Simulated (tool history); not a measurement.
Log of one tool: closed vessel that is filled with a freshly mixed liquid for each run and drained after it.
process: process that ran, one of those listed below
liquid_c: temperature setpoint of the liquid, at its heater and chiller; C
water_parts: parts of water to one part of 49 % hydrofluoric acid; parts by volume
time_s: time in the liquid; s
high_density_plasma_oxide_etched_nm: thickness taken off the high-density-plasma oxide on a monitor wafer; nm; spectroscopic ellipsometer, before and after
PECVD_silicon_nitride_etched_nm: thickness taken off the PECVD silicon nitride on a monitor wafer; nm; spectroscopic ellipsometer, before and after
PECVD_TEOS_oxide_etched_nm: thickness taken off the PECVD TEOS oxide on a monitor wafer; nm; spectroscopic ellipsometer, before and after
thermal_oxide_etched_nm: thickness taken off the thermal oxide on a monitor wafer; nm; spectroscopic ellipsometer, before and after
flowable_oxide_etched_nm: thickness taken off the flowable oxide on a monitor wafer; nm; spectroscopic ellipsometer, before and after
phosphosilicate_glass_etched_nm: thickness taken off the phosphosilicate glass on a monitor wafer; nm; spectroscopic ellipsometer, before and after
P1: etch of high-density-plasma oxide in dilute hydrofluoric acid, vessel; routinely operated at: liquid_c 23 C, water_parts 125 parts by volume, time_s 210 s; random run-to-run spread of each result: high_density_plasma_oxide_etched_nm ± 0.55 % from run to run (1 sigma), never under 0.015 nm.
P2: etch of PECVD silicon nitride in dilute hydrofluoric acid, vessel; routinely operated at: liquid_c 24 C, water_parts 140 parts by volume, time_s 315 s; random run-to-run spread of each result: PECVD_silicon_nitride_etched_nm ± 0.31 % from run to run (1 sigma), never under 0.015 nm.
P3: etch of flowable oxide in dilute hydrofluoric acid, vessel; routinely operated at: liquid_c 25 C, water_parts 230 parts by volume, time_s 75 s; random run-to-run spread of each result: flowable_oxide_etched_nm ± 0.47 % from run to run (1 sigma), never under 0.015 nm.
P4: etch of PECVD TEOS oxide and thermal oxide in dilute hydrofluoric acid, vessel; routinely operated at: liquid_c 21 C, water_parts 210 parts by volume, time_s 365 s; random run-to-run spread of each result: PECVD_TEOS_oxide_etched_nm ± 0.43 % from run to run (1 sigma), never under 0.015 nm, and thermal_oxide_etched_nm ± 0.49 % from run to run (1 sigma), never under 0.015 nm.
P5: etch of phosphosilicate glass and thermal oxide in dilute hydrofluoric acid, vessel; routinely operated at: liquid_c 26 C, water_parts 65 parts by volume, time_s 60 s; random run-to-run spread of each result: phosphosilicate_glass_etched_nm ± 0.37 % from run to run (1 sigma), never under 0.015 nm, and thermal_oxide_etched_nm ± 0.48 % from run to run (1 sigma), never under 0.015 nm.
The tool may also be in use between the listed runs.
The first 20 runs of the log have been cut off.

run	day	process	liquid_c	water_parts	time_s	hours since the thermometer was replaced	hours since the hydrofluoric acid flow meter was replaced	high_density_plasma_oxide_etched_nm	PECVD_silicon_nitride_etched_nm	PECVD_TEOS_oxide_etched_nm	thermal_oxide_etched_nm	flowable_oxide_etched_nm	phosphosilicate_glass_etched_nm
21	9.262	P3	25	230	75	1061.4	477.7					10.069	
22	9.733	P1	18.5	125	210	1072.7	489	9.0754					
23	10.038	P5	21	65	60	1080	496.3				4.4633		95.838
24	10.371	P1	23	125	390	1088	504.3	20.375					
25	10.862	P2	24	140	315	1099.8	516.1		6.7056				
26	11.183	P3	25	230	30	1107.5	523.8					4.072	
27	11.467	P4	21	210	365	1114.3	530.6			11.369	6.4933		
28	11.967	P1	23	75	85	1126.3	542.6	7.7993					
29	12.538	P1	23	125	210	1140	556.3	10.955					
30	12.925	P2	24	140	490	1149.3	565.6		10.408				
31	13.479	P5	26	65	60	1162.6	578.9				5.4534		117.26
32	13.838	P1	23	125	210	1171.2	587.5	10.97					
33	14.312	P1	18.5	125	350	1182.6	598.9	15.251					
34	14.804	P1	23	125	210	1194.4	610.7	10.951					
35	15.058	P1	23	125	210	1200.5	616.8	11.201					
36	15.496	P1	23	125	210	1211	627.3	11.331					
37	16.008	P1	23	125	210	1223.3	639.6	11.487					

Estimate the outcome of run 38 from the log above:
38	16.558	P1	23	125	210	1236.5	652.8	?					

Run 38 came out at high_density_plasma_oxide_etched_nm 11.546 nm.

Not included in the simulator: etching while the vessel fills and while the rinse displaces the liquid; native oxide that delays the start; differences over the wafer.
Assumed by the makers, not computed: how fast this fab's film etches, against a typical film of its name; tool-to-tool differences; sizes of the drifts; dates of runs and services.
